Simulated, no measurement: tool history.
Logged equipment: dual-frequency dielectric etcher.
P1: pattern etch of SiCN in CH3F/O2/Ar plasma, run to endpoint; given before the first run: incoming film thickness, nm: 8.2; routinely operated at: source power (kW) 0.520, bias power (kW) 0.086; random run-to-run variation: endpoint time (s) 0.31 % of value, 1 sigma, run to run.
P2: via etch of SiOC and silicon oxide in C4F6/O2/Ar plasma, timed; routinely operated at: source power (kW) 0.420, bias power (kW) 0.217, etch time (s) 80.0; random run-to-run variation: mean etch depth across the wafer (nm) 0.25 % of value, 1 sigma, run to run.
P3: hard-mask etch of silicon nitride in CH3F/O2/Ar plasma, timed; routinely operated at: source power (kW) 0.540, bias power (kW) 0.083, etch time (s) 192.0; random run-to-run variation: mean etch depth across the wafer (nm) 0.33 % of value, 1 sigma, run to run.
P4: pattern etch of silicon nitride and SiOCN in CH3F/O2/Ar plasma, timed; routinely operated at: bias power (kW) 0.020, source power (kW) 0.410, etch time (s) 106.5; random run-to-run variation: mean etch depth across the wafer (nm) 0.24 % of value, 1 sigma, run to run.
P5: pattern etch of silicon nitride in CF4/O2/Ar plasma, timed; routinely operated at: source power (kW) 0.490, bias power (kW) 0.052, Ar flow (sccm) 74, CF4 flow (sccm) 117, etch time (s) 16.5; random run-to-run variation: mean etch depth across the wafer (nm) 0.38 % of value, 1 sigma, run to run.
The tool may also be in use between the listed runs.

run,hour,process that ran,source power (kW),bias power (kW),etch time (s),Ar flow (sccm),CF4 flow (sccm),endpoint time (s),mean etch depth across the wafer (nm)
1,18.3,P1,0.520,0.086,,,,18.465,
2,34.3,P2,0.420,0.217,118.5,,,,142.900
3,52.3,P1,0.520,0.086,,,,18.413,
4,64.6,P5,0.490,0.036,16.5,74,117,,28.958
5,79.7,P1,0.390,0.105,,,,18.926,
6,90.8,P1,0.520,0.058,,,,21.070,
7,105.7,P2,0.260,0.217,80.0,,,,80.362
8,120.5,P1,0.520,0.113,,,,16.535,
9,129.6,P5,0.490,0.052,16.5,74,149,,33.645
10,138.4,P1,0.520,0.086,,,,18.389,
11,154.3,P2,0.420,0.217,80.0,,,,96.172
# hour 156.0: source power generator calibrated
12,167.6,P5,0.680,0.052,16.5,74,117,,43.783
13,181.5,P1,0.520,0.086,,,,18.393,
14,191.5,P3,0.360,0.083,192.0,,,,139.930
15,206.7,P1,0.390,0.086,,,,20.449,
16,218.1,P5,0.490,0.052,16.5,74,117,,32.993
17,228.2,P1,0.400,0.069,,,,21.986,
18,243.7,P3,0.540,0.083,192.0,,,,162.590
19,252.5,P5,0.490,0.052,16.5,49,117,,34.185
20,271.0,P3,0.540,0.083,142.0,,,,120.450
21,287.7,P4,0.410,0.020,130.0,,,,17.093
22,296.9,P2,0.420,0.217,80.0,,,,96.966
23,313.6,P4,0.410,0.012,106.5,,,,11.439
24,323.5,P4,0.410,0.020,106.5,,,,14.107
25,335.5,P5,0.490,0.052,9.5,74,117,,18.824
26,348.3,P1,0.700,0.086,,,,16.548,
27,361.4,P1,0.650,0.061,,,,19.052,
28,371.1,P2,0.420,0.281,80.0,,,,105.020
29,389.2,P4,0.560,0.020,106.5,,,,15.743
30,404.4,P3,0.540,0.049,192.0,,,,137.110
31,418.1,P1,0.520,0.086,,,,18.359,
32,427.3,P1,0.520,0.086,,,,18.421,
33,439.4,P1,0.520,0.086,,,,18.302,

The next listed run, before its measurement:
34,452.9,P1,0.520,0.086,,,,?,

Run 34 produced endpoint time (s) 18.210.

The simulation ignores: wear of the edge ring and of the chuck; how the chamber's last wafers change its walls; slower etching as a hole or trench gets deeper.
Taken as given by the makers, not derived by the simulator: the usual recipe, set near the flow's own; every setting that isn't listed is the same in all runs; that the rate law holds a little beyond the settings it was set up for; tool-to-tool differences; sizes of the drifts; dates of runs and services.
